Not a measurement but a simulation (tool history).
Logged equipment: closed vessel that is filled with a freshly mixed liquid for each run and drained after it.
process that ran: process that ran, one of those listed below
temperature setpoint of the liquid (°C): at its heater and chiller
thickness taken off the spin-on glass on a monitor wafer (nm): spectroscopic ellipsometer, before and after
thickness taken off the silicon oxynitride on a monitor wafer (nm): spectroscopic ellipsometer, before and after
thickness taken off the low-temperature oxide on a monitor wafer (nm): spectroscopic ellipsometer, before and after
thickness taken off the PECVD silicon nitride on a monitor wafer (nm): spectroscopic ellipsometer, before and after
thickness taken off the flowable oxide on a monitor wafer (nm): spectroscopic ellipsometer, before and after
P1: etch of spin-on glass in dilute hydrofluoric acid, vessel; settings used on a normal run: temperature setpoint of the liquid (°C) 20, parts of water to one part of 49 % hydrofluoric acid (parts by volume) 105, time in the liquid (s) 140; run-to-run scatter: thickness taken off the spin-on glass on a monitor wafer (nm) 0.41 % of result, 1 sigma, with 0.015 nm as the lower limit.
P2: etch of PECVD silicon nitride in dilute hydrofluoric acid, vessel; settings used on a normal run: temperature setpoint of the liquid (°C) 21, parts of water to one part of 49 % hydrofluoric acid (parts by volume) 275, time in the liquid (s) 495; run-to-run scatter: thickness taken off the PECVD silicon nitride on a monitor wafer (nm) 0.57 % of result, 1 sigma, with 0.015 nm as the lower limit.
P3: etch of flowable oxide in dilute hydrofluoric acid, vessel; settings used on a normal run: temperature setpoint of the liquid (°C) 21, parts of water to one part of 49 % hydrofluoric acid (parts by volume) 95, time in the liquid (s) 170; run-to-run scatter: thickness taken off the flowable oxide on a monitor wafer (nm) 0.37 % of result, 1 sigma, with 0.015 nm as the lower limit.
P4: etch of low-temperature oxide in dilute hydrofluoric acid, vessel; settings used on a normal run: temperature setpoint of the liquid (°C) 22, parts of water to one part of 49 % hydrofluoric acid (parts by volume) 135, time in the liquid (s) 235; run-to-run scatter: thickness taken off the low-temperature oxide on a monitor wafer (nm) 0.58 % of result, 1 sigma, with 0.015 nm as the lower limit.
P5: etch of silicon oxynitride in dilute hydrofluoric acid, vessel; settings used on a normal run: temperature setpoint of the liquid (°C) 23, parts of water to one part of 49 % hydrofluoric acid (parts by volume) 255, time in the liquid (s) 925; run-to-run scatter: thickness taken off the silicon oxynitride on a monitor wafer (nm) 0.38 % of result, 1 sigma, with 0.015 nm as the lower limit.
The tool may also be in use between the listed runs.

run   hour  process that ran  temperature setpoint of the liquid (°C)  parts of water to one part of 49 % hydrofluoric acid (parts by volume)  time in the liquid (s)  hours since the thermometer was replaced  hours since the hydrofluoric acid flow meter was replaced  thickness taken off the spin-on glass on a monitor wafer (nm)  thickness taken off the silicon oxynitride on a monitor wafer (nm)  thickness taken off the low-temperature oxide on a monitor wafer (nm)  thickness taken off the PECVD silicon nitride on a monitor wafer (nm)  thickness taken off the flowable oxide on a monitor wafer (nm)
  1     12                P1                                       20                                                                     105                     140                                     416.4                                                     1595.1                                                         39.183
  2   25.1                P1                                       20                                                                      25                     140                                     429.5                                                     1608.2                                                         182.66
  3   37.2                P1                                       20                                                                     105                     140                                     441.6                                                     1620.3                                                         39.425
  4   54.5                P5                                       17                                                                     255                     925                                     458.9                                                     1637.6                                                                                                                             4.3625
  5   72.2                P4                                       22                                                                     185                     235                                     476.6                                                     1655.3                                                                                                                                                                                                    25.948
  6   84.6                P4                                       22                                                                     135                     235                                       489                                                     1667.7                                                                                                                                                                                                     37.61
  7   95.7                P1                                     27.5                                                                     105                     265                                     500.1                                                     1678.8                                                         100.32
  8  111.1                P1                                       24                                                                     105                     140                                     515.5                                                     1694.2                                                         46.426
  9  124.2                P2                                       17                                                                     275                     495                                     528.6                                                     1707.3                                                                                                                                                                                                                                                                            4.852
 10  134.7                P1                                       17                                                                     145                     140                                     539.1                                                     1717.8                                                         24.197
 11  142.6                P3                                       21                                                                      95                     170                                       547                                                     1725.7                                                                                                                                                                                                                                                                                                                                           56.097
     149.6  -- thermometer replaced
 12  154.2                P1                                       17                                                                     105                     140                                       4.6                                                     1737.3                                                         34.739
 13  165.8                P2                                       21                                                                     120                     495                                      16.2                                                     1748.9                                                                                                                                                                                                                                                                           14.257
 14    177                P2                                       21                                                                     275                     495                                      27.4                                                     1760.1                                                                                                                                                                                                                                                                           6.2593
 15  185.6                P5                                       23                                                                     255                    1780                                        36                                                     1768.7                                                                                                                             11.007
 16  196.4                P3                                       21                                                                      95                     170                                      46.8                                                     1779.5                                                                                                                                                                                                                                                                                                                                           56.267
 17  212.7                P3                                       21                                                                      95                      45                                      63.1                                                     1795.8                                                                                                                                                                                                                                                                                                                                           14.899
 18  228.3                P1                                       20                                                                     105                     140                                      78.7                                                     1811.4                                                         39.659
 19    240                P5                                       23                                                                     135                     925                                      90.4                                                     1823.1                                                                                                                             11.734
 20  256.3                P1                                       20                                                                     105                     140                                     106.7                                                     1839.4                                                         39.417
 21  270.1                P3                                     29.5                                                                      95                     170                                     120.5                                                     1853.2                                                                                                                                                                                                                                                                                                                                           77.915
 22  280.5                P1                                       20                                                                     105                     140                                     130.9                                                     1863.6                                                         39.261

Run 23 is up next; what results do you expect?
 23  298.4                P4                                       22                                                                     135                      40                                     148.8                                                     1881.5                                                                                                                                                                                                         ?

{"run 23": {"thickness taken off the low-temperature oxide on a monitor wafer (nm)": 6.4199}}
